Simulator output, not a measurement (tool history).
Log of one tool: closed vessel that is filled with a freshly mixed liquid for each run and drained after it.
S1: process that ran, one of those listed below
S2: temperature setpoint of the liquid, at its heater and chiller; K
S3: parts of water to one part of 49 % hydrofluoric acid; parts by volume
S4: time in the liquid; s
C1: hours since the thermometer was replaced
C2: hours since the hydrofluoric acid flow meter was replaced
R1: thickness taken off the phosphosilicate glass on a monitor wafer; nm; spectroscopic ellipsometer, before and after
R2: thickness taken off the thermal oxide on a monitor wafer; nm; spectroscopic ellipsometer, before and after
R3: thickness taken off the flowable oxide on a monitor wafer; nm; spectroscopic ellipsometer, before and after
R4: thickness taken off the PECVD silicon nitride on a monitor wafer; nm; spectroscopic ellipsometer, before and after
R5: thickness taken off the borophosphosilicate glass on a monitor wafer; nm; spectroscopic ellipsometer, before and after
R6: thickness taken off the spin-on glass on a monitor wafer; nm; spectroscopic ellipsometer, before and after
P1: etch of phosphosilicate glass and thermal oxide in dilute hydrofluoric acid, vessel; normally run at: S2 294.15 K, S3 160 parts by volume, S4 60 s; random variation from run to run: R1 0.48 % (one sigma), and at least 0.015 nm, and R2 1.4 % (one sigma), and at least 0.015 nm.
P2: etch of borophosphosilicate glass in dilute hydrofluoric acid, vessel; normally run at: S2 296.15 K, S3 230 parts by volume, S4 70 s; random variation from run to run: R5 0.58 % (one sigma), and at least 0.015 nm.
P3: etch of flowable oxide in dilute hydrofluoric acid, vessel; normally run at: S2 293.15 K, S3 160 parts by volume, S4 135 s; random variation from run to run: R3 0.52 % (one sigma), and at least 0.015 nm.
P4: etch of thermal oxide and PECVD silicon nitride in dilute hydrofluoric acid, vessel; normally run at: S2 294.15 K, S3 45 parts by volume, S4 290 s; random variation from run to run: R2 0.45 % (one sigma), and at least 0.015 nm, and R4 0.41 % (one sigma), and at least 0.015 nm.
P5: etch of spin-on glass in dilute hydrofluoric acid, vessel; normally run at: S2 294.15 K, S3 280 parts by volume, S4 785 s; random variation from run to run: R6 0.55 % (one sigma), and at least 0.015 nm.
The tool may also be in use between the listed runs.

| run | hour | S1 | S2 | S3 | S4 | C1 | C2 | R1 | R2 | R3 | R4 | R5 | R6 |
|---|---|---|---|---|---|---|---|---|---|---|---|---|---|
| 1 | 9.7 | P1 | 294.15 | 160 | 60 | 248.1 | 500.6 | 61.602 | 1.43820 |  |  |  |  |
| 2 | 22.1 | P1 | 294.15 | 160 | 60 | 260.5 | 513.0 | 61.565 | 1.41420 |  |  |  |  |
| 3 | 29.6 | P3 | 293.15 | 65 | 135 | 268.0 | 520.5 |  |  | 81.1860 |  |  |  |
| 4 | 38.4 | P4 | 300.65 | 45 | 290 | 276.8 | 529.3 |  | 36.12900 |  | 40.103 |  |  |
| 5 | 44.7 | P4 | 294.15 | 45 | 290 | 283.1 | 535.6 |  | 27.76000 |  | 25.503 |  |  |
| 6 | 55.1 | P2 | 296.15 | 230 | 70 | 293.5 | 546.0 |  |  |  |  | 8.8714 |  |
| 7 | 66.7 | P5 | 294.15 | 280 | 1560 | 305.1 | 557.6 |  |  |  |  |  | 115.580 |
| 8 | 72.9 | P3 | 293.15 | 160 | 30 | 311.3 | 563.8 |  |  | 6.6051 |  |  |  |
| 9 | 79.2 | P1 | 297.65 | 160 | 60 | 317.6 | 570.1 | 70.472 | 1.58950 |  |  |  |  |
| 10 | 87.6 | P5 | 294.15 | 280 | 785 | 326.0 | 578.5 |  |  |  |  |  | 58.795 |
| 11 | 95.6 | P4 | 294.15 | 45 | 290 | 334.0 | 586.5 |  | 27.44800 |  | 25.664 |  |  |
| 12 | 104.5 | P2 | 296.15 | 55 | 70 | 342.9 | 595.4 |  |  |  |  | 45.0970 |  |
| 13 | 110.9 | P1 | 294.15 | 160 | 35 | 349.3 | 601.8 | 36.070 | 0.79959 |  |  |  |  |
| 14 | 122.9 | P5 | 290.15 | 280 | 785 | 361.3 | 613.8 |  |  |  |  |  | 50.895 |
| 15 | 134.7 | P1 | 294.15 | 160 | 60 | 373.1 | 625.6 | 62.025 | 1.44230 |  |  |  |  |
| 16 | 145.3 | P1 | 294.15 | 60 | 60 | 383.7 | 636.2 | 184.550 | 4.17890 |  |  |  |  |
| 17 | 151.4 | P4 | 294.15 | 45 | 565 | 389.8 | 642.3 |  | 53.85400 |  | 50.226 |  |  |
| 18 | 160.9 | P3 | 300.15 | 160 | 135 | 399.3 | 651.8 |  |  | 38.9260 |  |  |  |
| 19 | 173.3 | P5 | 294.15 | 280 | 785 | 411.7 | 664.2 |  |  |  |  |  | 58.173 |
| 20 | 180.4 | P1 | 300.15 | 60 | 60 | 418.8 | 671.3 | 236.610 | 5.51320 |  |  |  |  |
| 21 | 186.8 | P1 | 294.15 | 160 | 110 | 425.2 | 677.7 | 112.330 | 2.51960 |  |  |  |  |
| 22 | 197.2 | P1 | 294.15 | 160 | 60 | 435.6 | 688.1 | 61.940 | 1.39920 |  |  |  |  |
| 23 | 209.1 | P3 | 293.15 | 160 | 135 | 447.5 | 700.0 |  |  | 29.6330 |  |  |  |
| 24 | 218.6 | P2 | 296.15 | 230 | 30 | 457.0 | 709.5 |  |  |  |  | 3.8101 |  |
| 25 | 230.1 | P4 | 294.15 | 20 | 290 | 468.5 | 721.0 |  | 63.85400 |  | 55.950 |  |  |
| 26 | 237.2 | P2 | 296.15 | 230 | 70 | 475.6 | 728.1 |  |  |  |  | 8.8483 |  |
| 27 | 250.1 | P1 | 294.15 | 285 | 60 | 488.5 | 741.0 | 30.836 | 0.70169 |  |  |  |  |
| 28 | 260.8 | P1 | 294.15 | 160 | 60 | 499.2 | 751.7 | 61.843 | 1.48320 |  |  |  |  |
| 29 | 273.5 | P1 | 290.15 | 160 | 60 | 511.9 | 764.4 | 52.679 | 1.22290 |  |  |  |  |
| 30 | 284.3 | P5 | 294.15 | 435 | 785 | 522.7 | 775.2 |  |  |  |  |  | 32.845 |
| 31 | 296.6 | P2 | 303.65 | 230 | 70 | 535.0 | 787.5 |  |  |  |  | 11.5800 |  |
| 32 | 308.3 | P1 | 294.15 | 160 | 60 | 546.7 | 799.2 | 62.275 | 1.46190 |  |  |  |  |
| 33 | 315.9 | P1 | 294.15 | 160 | 60 | 554.3 | 806.8 | 65.227 | 1.51000 |  |  |  |  |
| 34 | 322.7 | P1 | 294.15 | 160 | 60 | 561.1 | 813.6 | 66.493 | 1.54740 |  |  |  |  |
| 35 | 328.6 | P1 | 294.15 | 160 | 60 | 567.0 | 819.5 | 67.083 | 1.55810 |  |  |  |  |
| 36 | 334.2 | P1 | 294.15 | 160 | 60 | 572.6 | 825.1 | 68.155 | 1.58480 |  |  |  |  |
| 37 | 340.0 | P1 | 294.15 | 160 | 60 | 578.4 | 830.9 | 67.337 | 1.57310 |  |  |  |  |
| 38 | 350.0 | P1 | 294.15 | 160 | 60 | 588.4 | 840.9 | 67.833 | 1.53710 |  |  |  |  |

What P1 gives has crept away from where it was. These 2 causes fit the log equally well, each at the size given:
A: liquid hotter than its thermometer reads (K) = 2.41
B: hydrofluoric acid flow above the setpoint (%) = 8.35
The creep began at about hour 308.3.

4 check runs are offered, one wafer each, their results left as question marks. Which one tells the causes apart?
| check 1 | 360.0 | P2 | 302.15 | 60 | 70 |  |  |  |  |  |  | ? |  |
| check 2 | 360.0 | P5 | 290.65 | 280 | 1075 |  |  |  |  |  |  |  | ? |
| check 3 | 360.0 | P3 | 300.15 | 160 | 135 |  |  |  |  | ? |  |  |  |
| check 4 | 360.0 | P4 | 294.15 | 25 | 525 |  |  |  | ? |  | ? |  |  |

What each check would give under each cause:
| check | result | if A | if B |
|---|---|---|---|
| check 1 | R5 | 57.8160 | 57.4380 |
| check 2 | R6 | 76.957 | 77.619 |
| check 3 | R3 | 42.4630 | 42.7890 |
| check 4 | R2 | 101.99000 | 99.97700 |
| check 4 | R4 | 96.642 | 88.332 |
How far apart the two closest causes lie, in the result that separates them most: check 1 0.65 %; check 2 0.86 %; check 3 0.76 %; check 4 8.99 %
Only check 4 tells the causes apart: in the others they would give nearly the same result.

Check 4 was then run and gave: R2 99.85500 nm; R4 88.334 nm. Which cause is it?

It is B: hydrofluoric acid flow above the setpoint (%).
